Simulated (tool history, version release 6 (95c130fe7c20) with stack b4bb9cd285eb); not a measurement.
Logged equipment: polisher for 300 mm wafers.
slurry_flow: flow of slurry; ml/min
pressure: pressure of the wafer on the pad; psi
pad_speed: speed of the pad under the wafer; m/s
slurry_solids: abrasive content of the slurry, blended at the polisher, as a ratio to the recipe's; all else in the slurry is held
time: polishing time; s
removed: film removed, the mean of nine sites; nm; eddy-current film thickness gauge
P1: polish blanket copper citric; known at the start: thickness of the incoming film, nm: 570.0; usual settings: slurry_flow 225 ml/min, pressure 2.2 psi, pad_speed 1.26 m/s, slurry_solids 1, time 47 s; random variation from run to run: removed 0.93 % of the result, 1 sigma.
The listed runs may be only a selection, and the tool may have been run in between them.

| run | hour | slurry_flow | pressure | pad_speed | slurry_solids | time | wafers polished on this pad | hours since the slurry nozzle was cleaned | hours since the head pressure was calibrated | hours since the slurry blender was calibrated | removed |
|---|---|---|---|---|---|---|---|---|---|---|---|
| 1 | 12.5 | 225 | 2.2 | 1.26 | 1 | 47 | 655 | 368.8 | 229.5 | 202.3 | 84.079 |
| 2 | 19.5 | 325 | 2.2 | 1.26 | 1 | 47 | 740 | 375.8 | 236.5 | 209.3 | 87.475 |
|  | 19.6 | slurry nozzle cleaned |
| 3 | 27.4 | 225 | 2.2 | 1.26 | 1.4 | 47 | 835 | 7.9 | 244.4 | 217.2 | 91.116 |
| 4 | 33.9 | 135 | 2.2 | 1.26 | 1 | 47 | 913 | 14.4 | 250.9 | 223.7 | 78.99 |
| 5 | 46.9 | 225 | 2.2 | 1.58 | 0.7 | 47 | 1070 | 27.4 | 263.9 | 236.7 | 98.668 |
| 6 | 54.8 | 225 | 2.2 | 1.26 | 1 | 47 | 1165 | 35.3 | 271.8 | 244.6 | 84.717 |
| 7 | 69.4 | 225 | 2.2 | 1.26 | 1 | 47 | 1341 | 49.9 | 286.4 | 259.2 | 84.39 |
|  | 72 | head pressure recalibrated |
| 8 | 77.9 | 225 | 1.1 | 1.26 | 1 | 47 | 1444 | 58.4 | 6 | 267.7 | 43.854 |
| 9 | 87.6 | 225 | 3.1 | 1.26 | 1 | 47 | 1561 | 68.1 | 15.7 | 277.4 | 117.56 |
| 10 | 101 | 225 | 2.2 | 1.26 | 1 | 21 | 1722 | 81.5 | 29.1 | 290.8 | 37.616 |
| 11 | 109.6 | 225 | 2.2 | 1.26 | 0.65 | 47 | 1826 | 90.1 | 37.7 | 299.4 | 77.337 |
| 12 | 121.5 | 225 | 2.2 | 1.8 | 1 | 47 | 1970 | 102 | 49.6 | 311.3 | 119.78 |
| 13 | 132.4 | 225 | 2.2 | 1.26 | 1 | 47 | 2101 | 112.9 | 60.5 | 322.2 | 83.316 |
| 14 | 140.9 | 225 | 2.2 | 1.26 | 1 | 47 | 2203 | 121.4 | 69 | 330.7 | 83.938 |
| 15 | 148.4 | 225 | 2.2 | 1.26 | 1 | 70 | 2294 | 128.9 | 76.5 | 338.2 | 124.95 |
| 16 | 162.8 | 225 | 2.2 | 0.6 | 1 | 47 | 2468 | 143.3 | 90.9 | 352.6 | 41.186 |
| 17 | 176.1 | 225 | 2.2 | 1.26 | 1 | 47 | 2628 | 156.6 | 104.2 | 365.9 | 83.676 |
| 18 | 185 | 225 | 2.2 | 1.26 | 1 | 47 | 2735 | 165.5 | 113.1 | 374.8 | 82.221 |
| 19 | 195.1 | 225 | 2.2 | 1.26 | 1 | 47 | 2857 | 175.6 | 123.2 | 384.9 | 83.378 |
| 20 | 204.7 | 225 | 2.2 | 1.26 | 1 | 47 | 2973 | 185.2 | 132.8 | 394.5 | 81.461 |
| 21 | 216.2 | 225 | 2.2 | 1.26 | 1 | 47 | 3111 | 196.7 | 144.3 | 406 | 80.373 |
|  | 225 | head pressure recalibrated |
|  | 228.7 | slurry blender recalibrated |
| 22 | 229.6 | 225 | 2.2 | 1.26 | 1 | 47 | 3273 | 210.1 | 4.7 | 0.9 | 78.804 |
| 23 | 244.1 | 225 | 2.2 | 1.26 | 1 | 47 | 3448 | 224.6 | 19.2 | 15.4 | 78.049 |
| 24 | 252.2 | 225 | 2.2 | 1.26 | 1 | 47 | 3545 | 232.7 | 27.3 | 23.5 | 78.605 |
| 25 | 263.9 | 225 | 2.2 | 1.26 | 1 | 47 | 3686 | 244.4 | 39 | 35.2 | 77.809 |
| 26 | 274.8 | 225 | 2.2 | 1.26 | 1 | 47 | 3818 | 255.3 | 49.9 | 46.1 | 78.867 |
| 27 | 285.4 | 225 | 2.2 | 1.26 | 1 | 47 | 3946 | 265.9 | 60.5 | 56.7 | 78.668 |
| 28 | 294 | 225 | 2.2 | 1.26 | 1 | 47 | 4049 | 274.5 | 69.1 | 65.3 | 77.283 |

P1 has crept away from where it was. The log is fitted equally well by each of these 2 causes, at the sizes shown:
A: slurry flow missing at the pad, % = 39.1
B: removal rate lost through wear of the pad, % = 7.2
Onset of the creep was near hour 185.
What rules out each remaining cause:
head's pressure below its setpoint, %: maintenance at hour 225, after the shift began, did not return the process to its former output
abrasive missing from the slurry, %: maintenance at hour 228.7, after the shift began, did not return the process to its former output

Which of the check runs below tells the causes apart, meaning the causes would give it clearly different results? Each run uses 3 wafers whose results are averaged, and each result is shown as a question mark.
| check 1 | 302.6 | 225 | 2.2 | 0.7 | 1 | 47 |  |  |  |  | ? |
| check 2 | 302.6 | 225 | 1.3 | 1.26 | 1 | 63 |  |  |  |  | ? |
| check 3 | 302.6 | 135 | 2.2 | 1.58 | 1 | 47 |  |  |  |  | ? |
| check 4 | 302.6 | 225 | 2.2 | 0.72 | 1 | 47 |  |  |  |  | ? |

Outcome of each check run for each possible cause:
| check | result | if A | if B |
|---|---|---|---|
| check 1 | removed | 44.317 | 44.319 |
| check 2 | removed | 63.011 | 63.013 |
| check 3 | removed | 86.303 | 90.204 |
| check 4 | removed | 45.525 | 45.527 |
Distance between the nearest two causes, measured in the result of the check that separates them most: check 1 0 %; check 2 0 %; check 3 4.42 %; check 4 0 %
Only in check 3 would the causes give clearly different results; in the remaining checks their results would be nearly the same.

Check 3 was carried out, with these results: removed 90.006 nm. Which of the listed causes is responsible?

It was cause B: removal rate lost through wear of the pad, %.

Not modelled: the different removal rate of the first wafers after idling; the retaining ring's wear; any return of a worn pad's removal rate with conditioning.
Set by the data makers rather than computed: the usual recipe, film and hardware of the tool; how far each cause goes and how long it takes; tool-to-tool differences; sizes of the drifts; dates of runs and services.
